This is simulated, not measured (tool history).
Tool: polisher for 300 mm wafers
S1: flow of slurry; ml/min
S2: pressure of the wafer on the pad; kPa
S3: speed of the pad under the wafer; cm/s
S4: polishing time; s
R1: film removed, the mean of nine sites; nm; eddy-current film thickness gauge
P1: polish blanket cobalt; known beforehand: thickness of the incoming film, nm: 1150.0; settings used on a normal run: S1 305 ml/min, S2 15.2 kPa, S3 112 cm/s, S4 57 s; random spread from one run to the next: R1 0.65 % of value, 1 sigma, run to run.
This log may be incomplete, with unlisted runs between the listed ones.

run    day   S1    S2   S3  S4      R1
  1  0.162  305  15.2  112  57  355.15
  2  0.333  385  15.2  112  57  361.72
  3  0.492  305  15.2  112  26  162.22
  4  0.683  305  15.2  112  57  354.29
  5  0.825  305  15.2  112  57   355.4
  6  1.046  185  15.2  112  57  337.21
  7  1.171  305  15.2  112  57  354.64
  8  1.333  305  15.2  112  57  359.89
  9  1.542  380  21.4  112  57  510.82
 10  1.667  305  23.4  112  57  552.25
 11  1.775  305  15.2  112  57  355.86
 12  1.971  305     9  112  57  211.14
 13  2.112  305  15.2  158  57  506.84
 14  2.333  305  15.2   54  57  171.18
 15  2.529  305  15.2  112  57   356.4
 16  2.658  305  15.2  112  87   543.4
 17  2.846  305  15.2  112  57  356.43
 18  3.058  305  15.2  112  57  348.48
 19  3.275  305  15.2  112  57  344.37
 20  3.412  305  15.2  112  57  347.85
 21  3.642  305  15.2  112  57  340.72
     3.667  -- worn pad replaced by a new one
 22  3.838  305  15.2  112  57  341.95
 23  4.017  305  15.2  112  57  341.77
 24  4.217  305  15.2  112  57  339.59
 25  4.354  305  15.2  112  57  340.72
 26  4.512  305  15.2  112  57  339.48
 27  4.617  305  15.2  112  57  344.52
 28   4.75  305  15.2  112  57  341.28

Something has made what P1 gives creep away from where it was; the 2 causes below, each at its own stated size, fit the log equally well:
A: head's pressure below its setpoint, % = 4.53
B: slurry flow missing at the pad, % = 34.8
The drift started at roughly day 2.846.
Ruled out, with reasons:
removal rate lost through wear of the pad, %: serviced after onset, at day 3.667, with no recovery of the prior output

Consider the 4 check runs below, whose results appear as question marks and each of which averages 5 wafers. Which one distinguishes the causes, in that each cause would give it a clearly different result?
check 1  4.883  305  15.2  112  86   ?
check 2  4.883  205  15.2   60  57   ?
check 3  4.883  305  21.4  112  57   ?
check 4  4.883  305  15.2   84  57   ?

Outcome of each check run for each possible cause:
  check  result    if A    if B
check 1      R1  513.36  513.31
check 2      R1  174.69  171.04
check 3      R1  479.44  479.39
check 4      R1  255.19  255.16
Per check, the gap between the least separated pair of causes, taken in the result that splits them most: check 1 0.01 %; check 2 2.11 %; check 3 0.01 %; check 4 0.01 %
Only check 2 tells the causes apart: in the others they would give nearly the same result.

Check 2 was then run and gave: R1 174.96 nm. Which cause is it?

Of the candidate causes, it is A: head's pressure below its setpoint, %.
